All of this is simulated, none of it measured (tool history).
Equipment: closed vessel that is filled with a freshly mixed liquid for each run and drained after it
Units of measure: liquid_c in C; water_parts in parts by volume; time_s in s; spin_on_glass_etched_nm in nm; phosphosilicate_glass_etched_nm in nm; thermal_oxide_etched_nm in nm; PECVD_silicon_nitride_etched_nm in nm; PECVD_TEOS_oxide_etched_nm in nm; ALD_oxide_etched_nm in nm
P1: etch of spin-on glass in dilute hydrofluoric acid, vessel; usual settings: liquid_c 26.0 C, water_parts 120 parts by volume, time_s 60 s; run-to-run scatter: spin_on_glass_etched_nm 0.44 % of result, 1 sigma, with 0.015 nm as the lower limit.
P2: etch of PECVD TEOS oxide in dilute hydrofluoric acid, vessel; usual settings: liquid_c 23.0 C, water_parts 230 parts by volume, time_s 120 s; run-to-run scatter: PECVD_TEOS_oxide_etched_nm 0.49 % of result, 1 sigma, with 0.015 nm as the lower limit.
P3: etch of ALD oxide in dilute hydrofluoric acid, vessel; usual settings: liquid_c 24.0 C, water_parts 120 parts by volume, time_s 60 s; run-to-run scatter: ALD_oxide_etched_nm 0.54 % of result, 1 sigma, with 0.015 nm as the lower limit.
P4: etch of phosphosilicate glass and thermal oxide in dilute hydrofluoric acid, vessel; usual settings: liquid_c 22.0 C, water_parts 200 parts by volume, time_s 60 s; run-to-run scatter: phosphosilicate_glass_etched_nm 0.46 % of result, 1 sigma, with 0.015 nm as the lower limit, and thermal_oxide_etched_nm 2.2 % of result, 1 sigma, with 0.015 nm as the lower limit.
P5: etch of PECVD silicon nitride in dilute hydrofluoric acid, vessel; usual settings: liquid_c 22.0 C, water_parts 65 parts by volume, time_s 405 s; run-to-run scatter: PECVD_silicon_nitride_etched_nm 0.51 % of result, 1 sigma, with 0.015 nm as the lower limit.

run     day  process  liquid_c  water_parts  time_s  hours since the thermometer was replaced  hours since the hydrofluoric acid flow meter was replaced  spin_on_glass_etched_nm  phosphosilicate_glass_etched_nm  thermal_oxide_etched_nm  PECVD_silicon_nitride_etched_nm  PECVD_TEOS_oxide_etched_nm  ALD_oxide_etched_nm
  1   0.721       P1      26.0          120      60                                     297.9                                                       97.8                  10.9480
  2   1.133       P4      22.0           70      60                                     307.8                                                      107.7                                                   162.570                  3.75650
  3   1.567       P1      26.0          120      60                                     318.2                                                      118.1                  10.9670
  4   2.133       P1      31.0          185      60                                     331.8                                                      131.7                   7.9195
  5   2.750       P5      29.5           65     405                                     346.6                                                      146.5                                                                                                              35.442
  6   3.317       P2      23.0          415     120                                     360.2                                                      160.1                                                                                                                                          4.0319
  7   3.821       P1      26.0          180      60                                     372.3                                                      172.2                   6.8399
  8   4.358       P2      23.0          230     120                                     385.2                                                      185.1                                                                                                                                          8.5792
  9   4.908       P4      22.0          200      30                                     398.4                                                      198.3                                                    24.708                  0.54946
 10   5.338       P1      21.5          120      60                                     408.7                                                      208.6                   9.2456
 11   5.671       P4      17.0          200      60                                     416.7                                                      216.6                                                    40.296                  0.95725
 12   6.279       P3      24.0          120      60                                     431.3                                                      231.2                                                                                                                                                              16.2480
 13   6.675       P1      30.5          120      60                                     440.8                                                      240.7                  13.0060
 14   7.167       P5      22.0           65     615                                     452.6                                                      252.5                                                                                                              32.803
 15   7.788       P5      22.0           20     405                                     467.5                                                      267.4                                                                                                              67.789
 16   8.396       P5      22.0           65     405                                     482.1                                                      282.0                                                                                                              21.684
 17   8.979       P1      26.0          120      30                                     496.1                                                      296.0                   5.4982
 18   9.325       P4      22.0          200      60                                     504.4                                                      304.3                                                    49.712                  1.09730
 19   9.883       P1      26.0          120      60                                     517.8                                                      317.7                  10.9890
 20  10.479       P4      22.0          200      60                                     532.1                                                      332.0                                                    49.203                  1.08610
 21  11.042       P3      24.0          190      60                                     545.6                                                      345.5                                                                                                                                                               9.4261
 22  11.375       P2      29.0          230     120                                     553.6                                                      353.5                                                                                                                                         10.5710
     11.929  -- hydrofluoric acid flow meter replaced
 23  12.008       P2      23.0          230     220                                     568.8                                                        2.0                                                                                                                                         15.7960
 24  12.371       P3      17.0          120      60                                     577.5                                                       10.7                                                                                                                                                              12.1860
 25  13.100       P1      26.0           65      60                                     595.0                                                       28.2                  21.8620
 26  13.583       P1      26.0          120      60                                     606.6                                                       39.8                  10.9860
 27  14.017       P3      24.0          120      30                                     617.0                                                       50.2                                                                                                                                                               8.1796
 28  14.388       P1      26.0          120     115                                     625.9                                                       59.1                  21.0040
 29  14.817       P2      23.0          230     120                                     636.2                                                       69.4                                                                                                                                          8.5555
 30  15.458       P1      26.0          120      60                                     651.6                                                       84.8                  10.9720
 31  15.975       P5      22.0           65     405                                     664.0                                                       97.2                                                                                                              21.696
 32  16.529       P1      26.0          120      60                                     677.3                                                      110.5                  10.9340
 33  17.154       P1      30.0          120      30                                     692.3                                                      125.5                   6.4082
 34  17.717       P1      26.0          120      60                                     705.8                                                      139.0                  11.0130
 35  18.254       P1      26.0          120      60                                     718.7                                                      151.9                  11.2960
 36  18.746       P1      26.0          120      60                                     730.5                                                      163.7                  11.4170
 37  19.158       P1      26.0          120      60                                     740.4                                                      173.6                  11.5630
 38  19.638       P1      26.0          120      60                                     751.9                                                      185.1                  11.5800
 39  20.083       P1      26.0          120      60                                     762.6                                                      195.8                  11.5780
 40  20.754       P1      26.0          120      60                                     778.7                                                      211.9                  11.6160
 41  21.454       P1      26.0          120      60                                     795.5                                                      228.7                  11.6430

What P1 gives has crept off from where it sat before. The 2 causes that follow fit the log equally well, each at the size noted:
A: liquid hotter than its thermometer reads (K) = 1.46
B: hydrofluoric acid flow above the setpoint (%) = 4.95
The creep began at about day 17.717.

4 check runs are offered, one wafer each, their results left as question marks. Which one tells the causes apart?
check 1  22.154       P5      22.0           65     405                                                                                                                                                                                                                        ?
check 2  22.154       P3      24.0          120      60                                                                                                                                                                                                                                                                         ?
check 3  22.154       P2      23.0          230     120                                                                                                                                                                                                                                                    ?
check 4  22.154       P4      22.0          200      60                                                                                                                                                              ?                        ?

Outcome of each check run for each possible cause:
  check                           result     if A     if B
check 1  PECVD_silicon_nitride_etched_nm   23.936   22.738
check 2              ALD_oxide_etched_nm  17.1810  17.1550
check 3       PECVD_TEOS_oxide_etched_nm   9.0516   9.1092
check 4  phosphosilicate_glass_etched_nm   52.135   52.308
check 4          thermal_oxide_etched_nm  1.18450  1.18850
Minimum pairwise separation of causes per check, each pair taken at its best-separating result: check 1 5.14 %; check 2 0.15 %; check 3 0.63 %; check 4 0.33 %
The other checks would show nearly matching results whichever cause is true, so check 1 is the only one that separates the causes.

Check 1 was carried out, with these results: PECVD_silicon_nitride_etched_nm 23.906 nm. Which of the listed causes is responsible?

The correct cause is A, namely: liquid hotter than its thermometer reads (K).
